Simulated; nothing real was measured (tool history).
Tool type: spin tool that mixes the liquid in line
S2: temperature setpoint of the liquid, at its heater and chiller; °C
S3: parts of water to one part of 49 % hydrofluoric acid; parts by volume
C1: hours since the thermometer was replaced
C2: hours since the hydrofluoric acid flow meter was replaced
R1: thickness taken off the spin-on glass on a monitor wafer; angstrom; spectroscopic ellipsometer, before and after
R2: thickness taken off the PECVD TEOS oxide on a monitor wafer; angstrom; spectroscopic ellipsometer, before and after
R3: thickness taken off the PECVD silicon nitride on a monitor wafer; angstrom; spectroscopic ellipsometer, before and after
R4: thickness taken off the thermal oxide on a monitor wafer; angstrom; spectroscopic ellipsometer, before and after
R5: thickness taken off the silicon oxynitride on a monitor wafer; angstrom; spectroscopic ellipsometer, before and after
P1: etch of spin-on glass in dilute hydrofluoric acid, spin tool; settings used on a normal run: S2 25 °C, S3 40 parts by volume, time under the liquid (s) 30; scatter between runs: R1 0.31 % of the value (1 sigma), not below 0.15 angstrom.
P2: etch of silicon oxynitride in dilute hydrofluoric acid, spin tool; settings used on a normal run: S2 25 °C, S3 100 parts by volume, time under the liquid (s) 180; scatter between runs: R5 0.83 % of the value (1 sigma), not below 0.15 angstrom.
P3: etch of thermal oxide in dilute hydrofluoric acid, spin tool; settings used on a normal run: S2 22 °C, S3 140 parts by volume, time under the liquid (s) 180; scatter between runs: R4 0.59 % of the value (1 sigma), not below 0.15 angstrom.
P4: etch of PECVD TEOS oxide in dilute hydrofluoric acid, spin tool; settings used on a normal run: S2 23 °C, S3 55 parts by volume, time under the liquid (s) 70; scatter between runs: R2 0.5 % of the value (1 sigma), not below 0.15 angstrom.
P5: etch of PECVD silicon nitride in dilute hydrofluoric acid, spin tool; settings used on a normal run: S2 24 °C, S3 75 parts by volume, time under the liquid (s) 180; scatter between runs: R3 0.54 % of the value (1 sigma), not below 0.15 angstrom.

run 1 hour=7.7 | process_that_ran=P1 S2=25 S3=40 time_under_the_liquid_(s)=30 | C1=1516 C2=452.8 | R1=248.89
run 2 hour=18.6 | process_that_ran=P1 S2=25 S3=40 time_under_the_liquid_(s)=30 | C1=1526.9 C2=463.7 | R1=248.4
run 3 hour=26.9 | process_that_ran=P4 S2=29.5 S3=55 time_under_the_liquid_(s)=70 | C1=1535.2 C2=472 | R2=151.08
run 4 hour=38.7 | process_that_ran=P5 S2=24 S3=75 time_under_the_liquid_(s)=340 | C1=1547 C2=483.8 | R3=111.93
run 5 hour=48.1 | process_that_ran=P1 S2=25 S3=40 time_under_the_liquid_(s)=50 | C1=1556.4 C2=493.2 | R1=411.39
run 6 hour=56.5 | process_that_ran=P1 S2=25 S3=40 time_under_the_liquid_(s)=30 | C1=1564.8 C2=501.6 | R1=249.26
run 7 hour=68.4 | process_that_ran=P5 S2=32 S3=75 time_under_the_liquid_(s)=180 | C1=1576.7 C2=513.5 | R3=98.31
run 8 hour=75.8 | process_that_ran=P5 S2=24 S3=75 time_under_the_liquid_(s)=180 | C1=1584.1 C2=520.9 | R3=59.052
run 9 hour=89.1 | process_that_ran=P1 S2=19 S3=40 time_under_the_liquid_(s)=50 | C1=1597.4 C2=534.2 | R1=321.11
run 10 hour=95.9 | process_that_ran=P3 S2=22 S3=140 time_under_the_liquid_(s)=180 | C1=1604.2 C2=541 | R4=55.231
run 11 hour=102.8 | process_that_ran=P1 S2=21 S3=40 time_under_the_liquid_(s)=30 | C1=1611.1 C2=547.9 | R1=210.37
run 12 hour=111.2 | process_that_ran=P5 S2=24 S3=75 time_under_the_liquid_(s)=180 | C1=1619.5 C2=556.3 | R3=58.922
run 13 hour=120.4 | process_that_ran=P1 S2=25 S3=40 time_under_the_liquid_(s)=30 | C1=1628.7 C2=565.5 | R1=246.84
run 14 hour=134.6 | process_that_ran=P3 S2=22 S3=140 time_under_the_liquid_(s)=350 | C1=1642.9 C2=579.7 | R4=106.83
run 15 hour=145.4 | process_that_ran=P2 S2=25 S3=100 time_under_the_liquid_(s)=260 | C1=1653.7 C2=590.5 | R5=41.132
run 16 hour=153.2 | process_that_ran=P1 S2=25 S3=40 time_under_the_liquid_(s)=15 | C1=1661.5 C2=598.3 | R1=123.67
run 17 hour=163.9 | process_that_ran=P1 S2=25 S3=40 time_under_the_liquid_(s)=30 | C1=1672.2 C2=609 | R1=247.13
run 18 hour=172 | process_that_ran=P1 S2=32 S3=40 time_under_the_liquid_(s)=30 | C1=1680.3 C2=617.1 | R1=327.82
run 19 hour=183.2 | process_that_ran=P2 S2=25 S3=45 time_under_the_liquid_(s)=180 | C1=1691.5 C2=628.3 | R5=65.785
run 20 hour=190.5 | process_that_ran=P4 S2=23 S3=20 time_under_the_liquid_(s)=70 | C1=1698.8 C2=635.6 | R2=334.4
run 21 hour=197.7 | process_that_ran=P1 S2=18.5 S3=20 time_under_the_liquid_(s)=30 | C1=1706 C2=642.8 | R1=384.34
run 22 hour=207.5 | process_that_ran=P1 S2=25 S3=20 time_under_the_liquid_(s)=30 | C1=1715.8 C2=652.6 | R1=509.83
run 23 hour=219.6 | process_that_ran=P5 S2=24 S3=125 time_under_the_liquid_(s)=180 | C1=1727.9 C2=664.7 | R3=35.322
run 24 hour=231.1 | process_that_ran=P1 S2=25 S3=40 time_under_the_liquid_(s)=30 | C1=1739.4 C2=676.2 | R1=249
run 25 hour=241.1 | process_that_ran=P4 S2=23 S3=55 time_under_the_liquid_(s)=15 | C1=1749.4 C2=686.2 | R2=25.218
run 26 hour=254.9 | process_that_ran=P3 S2=17 S3=140 time_under_the_liquid_(s)=180 | C1=1763.2 C2=700 | R4=45.409
run 27 hour=262.4 | process_that_ran=P2 S2=19.5 S3=100 time_under_the_liquid_(s)=180 | C1=1770.7 C2=707.5 | R5=22.081
run 28 hour=273.3 | process_that_ran=P2 S2=25 S3=100 time_under_the_liquid_(s)=180 | C1=1781.6 C2=718.4 | R5=27.877
run 29 hour=285.7 | process_that_ran=P3 S2=22 S3=35 time_under_the_liquid_(s)=180 | C1=1794 C2=730.8 | R4=250.41
run 30 hour=299.8 | process_that_ran=P1 S2=29 S3=20 time_under_the_liquid_(s)=30 | C1=1808.1 C2=744.9 | R1=603.19
run 31 hour=310 | process_that_ran=P1 S2=25 S3=65 time_under_the_liquid_(s)=30 | C1=1818.3 C2=755.1 | R1=147.58
run 32 hour=317 | process_that_ran=P1 S2=25 S3=40 time_under_the_liquid_(s)=30 | C1=1825.3 C2=762.1 | R1=247.73
run 33 hour=327.2 | process_that_ran=P4 S2=23 S3=55 time_under_the_liquid_(s)=70 | C1=1835.5 C2=772.3 | R2=115.75
run 34 hour=339.6 | process_that_ran=P1 S2=25 S3=40 time_under_the_liquid_(s)=30 | C1=1847.9 C2=784.7 | R1=247.29
run 35 hour=350 | process_that_ran=P1 S2=25 S3=40 time_under_the_liquid_(s)=30 | C1=1858.3 C2=795.1 | R1=254.7
run 36 hour=361.7 | process_that_ran=P1 S2=25 S3=40 time_under_the_liquid_(s)=30 | C1=1870 C2=806.8 | R1=258.21
run 37 hour=373.2 | process_that_ran=P1 S2=25 S3=40 time_under_the_liquid_(s)=30 | C1=1881.5 C2=818.3 | R1=261.85
run 38 hour=386.6 | process_that_ran=P1 S2=25 S3=40 time_under_the_liquid_(s)=30 | C1=1894.9 C2=831.7 | R1=265.68
run 39 hour=397.9 | process_that_ran=P1 S2=25 S3=40 time_under_the_liquid_(s)=30 | C1=1906.2 C2=843 | R1=267.18
run 40 hour=408.9 | process_that_ran=P1 S2=25 S3=40 time_under_the_liquid_(s)=30 | C1=1917.2 C2=854 | R1=269.35
run 41 hour=422 | process_that_ran=P1 S2=25 S3=40 time_under_the_liquid_(s)=30 | C1=1930.3 C2=867.1 | R1=272
run 42 hour=433.4 | process_that_ran=P1 S2=25 S3=40 time_under_the_liquid_(s)=30 | C1=1941.7 C2=878.5 | R1=270.69
run 43 hour=446.3 | process_that_ran=P1 S2=25 S3=40 time_under_the_liquid_(s)=30 | C1=1954.6 C2=891.4 | R1=270.19
run 44 hour=455.5 | process_that_ran=P1 S2=25 S3=40 time_under_the_liquid_(s)=30 | C1=1963.8 C2=900.6 | R1=271.05
run 45 hour=468.1 | process_that_ran=P1 S2=25 S3=40 time_under_the_liquid_(s)=30 | C1=1976.4 C2=913.2 | R1=271.06

The output of P1 has drifted from where it used to be. Each of the 2 causes below, taken at the size shown beside it, accounts for the log equally well:
A: liquid hotter than its thermometer reads (K) = 2.21
B: hydrofluoric acid flow above the setpoint (%) = 8.92
Creep in the process output first set in at about hour 339.6.

Each of the 4 check runs below uses one wafer; its results are left as question marks. Which run tells the causes apart?
run check 1 hour=480.7 | process_that_ran=P3 S2=22 S3=55 time_under_the_liquid_(s)=330 | R4=?
run check 2 hour=480.7 | process_that_ran=P5 S2=24 S3=75 time_under_the_liquid_(s)=335 | R3=?
run check 3 hour=480.7 | process_that_ran=P2 S2=25 S3=60 time_under_the_liquid_(s)=180 | R5=?
run check 4 hour=480.7 | process_that_ran=P4 S2=23 S3=20 time_under_the_liquid_(s)=70 | R2=?

Outcome of each check run for each possible cause:
check=check_1 result=R4 if_A=313.71 if_B=313.64
check=check_2 result=R3 if_A=126.85 if_B=119.23
check=check_3 result=R5 if_A=54.296 if_B=53.45
check=check_4 result=R2 if_A=368.93 if_B=366.9
Distance between the nearest two causes, measured in the result of the check that separates them most: check 1 0.02 %; check 2 6.2 %; check 3 1.57 %; check 4 0.55 %
The other checks would show nearly matching results whichever cause is true, so check 2 is the only one that separates the causes.

Check 2 has now been run. It gave: R3 127.15 angstrom. Which of the candidate causes is it?

It is A: liquid hotter than its thermometer reads (K).
